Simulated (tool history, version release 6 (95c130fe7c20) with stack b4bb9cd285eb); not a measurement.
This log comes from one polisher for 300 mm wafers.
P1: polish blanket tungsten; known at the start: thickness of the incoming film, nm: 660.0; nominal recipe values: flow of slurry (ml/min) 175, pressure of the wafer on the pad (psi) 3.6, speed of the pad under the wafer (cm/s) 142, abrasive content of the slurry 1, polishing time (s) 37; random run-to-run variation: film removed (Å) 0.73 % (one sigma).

run	hour	flow of slurry (ml/min)	pressure of the wafer on the pad (psi)	speed of the pad under the wafer (cm/s)	abrasive content of the slurry	polishing time (s)	film removed (Å)
1	11.2	175	3.6	142	1	37	2222.5
2	24.7	175	3.6	142	0.65	37	2026.9
3	36.1	175	3.6	202	1	37	3173.2
4	49.4	175	3.6	142	1	37	2225.7
5	61	175	3.6	92	1	37	1427.3
6	71.8	175	3.6	142	1	37	2216.7
7	81	175	3.6	142	1	37	2236.2
8	95.5	275	3.6	142	1	37	2371.6
9	104.2	175	3.6	142	1	27	1617.8
10	114.8	110	3.6	142	1	37	2043.4
11	126.8	175	3.6	142	1	37	2214.2
12	136.4	175	3.6	142	1	56	3343.2
13	145.6	175	2.4	142	1	37	1487.4
14	160.8	175	3.6	216	0.6	37	2995.7
15	176.2	175	3.6	142	1	37	2231
# hour 181.3: slurry nozzle cleaned
16	184.5	175	3.6	142	1.45	37	2455.9

Run 17 is up next; what results do you expect?
17	198.3	175	4.5	142	1	37	?

film removed (Å): 2796.4
